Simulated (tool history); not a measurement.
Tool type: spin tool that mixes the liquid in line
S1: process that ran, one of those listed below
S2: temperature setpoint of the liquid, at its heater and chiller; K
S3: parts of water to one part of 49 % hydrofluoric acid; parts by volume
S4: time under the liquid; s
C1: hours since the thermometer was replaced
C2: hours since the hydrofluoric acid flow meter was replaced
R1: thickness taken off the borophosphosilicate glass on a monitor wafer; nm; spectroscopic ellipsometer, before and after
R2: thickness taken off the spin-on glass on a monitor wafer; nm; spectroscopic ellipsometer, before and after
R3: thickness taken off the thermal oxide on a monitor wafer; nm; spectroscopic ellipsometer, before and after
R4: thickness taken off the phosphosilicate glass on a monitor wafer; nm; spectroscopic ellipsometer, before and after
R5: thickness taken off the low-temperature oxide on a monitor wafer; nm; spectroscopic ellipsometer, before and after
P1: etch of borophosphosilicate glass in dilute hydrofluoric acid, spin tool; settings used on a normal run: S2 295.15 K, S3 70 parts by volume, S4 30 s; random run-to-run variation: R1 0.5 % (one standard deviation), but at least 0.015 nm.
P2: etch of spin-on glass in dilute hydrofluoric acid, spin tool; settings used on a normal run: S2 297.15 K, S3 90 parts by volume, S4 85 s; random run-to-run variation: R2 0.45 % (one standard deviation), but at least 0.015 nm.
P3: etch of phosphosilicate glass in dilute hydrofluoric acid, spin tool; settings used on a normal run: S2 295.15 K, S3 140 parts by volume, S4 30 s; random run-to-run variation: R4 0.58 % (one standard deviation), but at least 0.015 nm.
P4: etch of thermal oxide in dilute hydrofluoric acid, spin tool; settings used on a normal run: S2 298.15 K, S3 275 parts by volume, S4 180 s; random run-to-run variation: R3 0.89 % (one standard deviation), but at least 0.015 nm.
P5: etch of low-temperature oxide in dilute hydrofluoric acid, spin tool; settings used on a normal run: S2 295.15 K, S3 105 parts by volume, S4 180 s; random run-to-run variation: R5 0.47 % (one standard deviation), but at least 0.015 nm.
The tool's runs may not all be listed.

run   hour  S1      S2   S3   S4      C1      C2       R1       R2      R3      R4       R5
  1   10.0  P1  295.15   70   30  1435.7  1036.6  12.6320
  2   22.2  P1  290.65   70   30  1447.9  1048.8  10.5000
  3   31.1  P2  297.15   90   15  1456.8  1057.7            5.3197
  4   39.0  P1  295.15   70   30  1464.7  1065.6  12.6710
  5   50.8  P4  298.15  275  180  1476.5  1077.4                    2.6181
  6   59.9  P1  301.65   70   30  1485.6  1086.5  16.6000
  7   68.3  P4  298.15  275  180  1494.0  1094.9                    2.5991
  8   79.3  P3  295.15   55   30  1505.0  1105.9                            72.345
  9   89.4  P2  297.15   90   85  1515.1  1116.0           30.2500
 10  101.2  P2  290.65   90   85  1526.9  1127.8           23.2280
 11  107.8  P1  295.15   70   30  1533.5  1134.4  12.6580
 12  119.5  P5  295.15  105  180  1545.2  1146.1                                    18.7560
 13  127.5  P1  295.15   70   30  1553.2  1154.1  12.7040
 14  136.8  P4  298.15  275  280  1562.5  1163.4                    4.0643
 15  147.2  P1  295.15  110   30  1572.9  1173.8   7.6904
 16  156.9  P5  295.15  105   15  1582.6  1183.5                                     1.5655
 17  168.6  P5  291.15  105  180  1594.3  1195.2                                    15.8310
 18  179.5  P1  295.15   45   45  1605.2  1206.1  30.3530
 19  189.3  P3  290.15  140   30  1615.0  1215.9                            20.985
 20  199.5  P1  295.15   25   30  1625.2  1226.1  37.8150
 21  210.8  P2  297.15   90   85  1636.5  1237.4           30.4760
 22  216.7  P2  297.15   35   85  1642.4  1243.3           83.4690
 23  225.4  P1  295.15   70   30  1651.1  1252.0  12.5130
 24  235.6  P1  295.15   70   50  1661.3  1262.2  20.9000
 25  245.2  P3  295.15  140   15  1670.9  1271.8                            12.799
 26  256.6  P1  295.15  120   15  1682.3  1283.2   3.4364
 27  267.2  P4  305.15  275  180  1692.9  1293.8                    3.2577
 28  278.4  P5  295.15   30  180  1704.1  1305.0                                    71.7520
 29  289.3  P3  295.15  140   30  1715.0  1315.9                            25.677
 30  299.1  P3  295.15  140   30  1724.8  1325.7                            25.957
 31  309.6  P4  298.15  470  180  1735.3  1336.2                    1.2669
 32  316.3  P1  295.15   70   15  1742.0  1342.9   6.3417
 33  324.7  P1  295.15   70   30  1750.4  1351.3  12.7110
 34  331.9  P1  295.15   70   30  1757.6  1358.5  12.3380
 35  338.3  P1  295.15   70   30  1764.0  1364.9  12.1160
 36  346.5  P1  295.15   70   30  1772.2  1373.1  11.9260
 37  355.5  P1  295.15   70   30  1781.2  1382.1  11.7370
 38  362.7  P1  295.15   70   30  1788.4  1389.3  11.7980
 39  372.0  P1  295.15   70   30  1797.7  1398.6  11.6070
 40  383.0  P1  295.15   70   30  1808.7  1409.6  11.6530
 41  394.1  P1  295.15   70   30  1819.8  1420.7  11.5340
 42  405.1  P1  295.15   70   30  1830.8  1431.7  11.4500
 43  412.5  P1  295.15   70   30  1838.2  1439.1  11.3950

P1 has crept away from where it was. The log is fitted equally well by each of these 2 causes, at the sizes shown:
A: hydrofluoric acid flow below the setpoint (%) = 8.13
B: liquid colder than its thermometer reads (K) = 2.22
The creep began at about hour 324.7.

4 check runs are offered, each on 3 wafers whose results are averaged, their results left as question marks. Which one tells the causes apart?
check 1  419.9  P5  295.15  105   40                           ?
check 2  419.9  P4  305.15  275  265                   ?
check 3  419.9  P2  297.15   55   85               ?
check 4  419.9  P3  290.65   90   30                       ?

Predicted outcomes, by check and by cause:
  check  result     if A     if B
check 1      R5   3.7773   3.7975
check 2      R3   4.3484   4.5308
check 3      R2  47.4680  47.4400
check 4      R4   32.091   32.043
Distance between the nearest two causes, measured in the result of the check that separates them most: check 1 0.53 %; check 2 4.11 %; check 3 0.06 %; check 4 0.15 %
Check 2 tells the causes apart: in the others they would give nearly the same result.

Running check 2 produced the following: R3 4.3326 nm. Which one of the listed causes fits?

The correct cause is A, namely: hydrofluoric acid flow below the setpoint (%).

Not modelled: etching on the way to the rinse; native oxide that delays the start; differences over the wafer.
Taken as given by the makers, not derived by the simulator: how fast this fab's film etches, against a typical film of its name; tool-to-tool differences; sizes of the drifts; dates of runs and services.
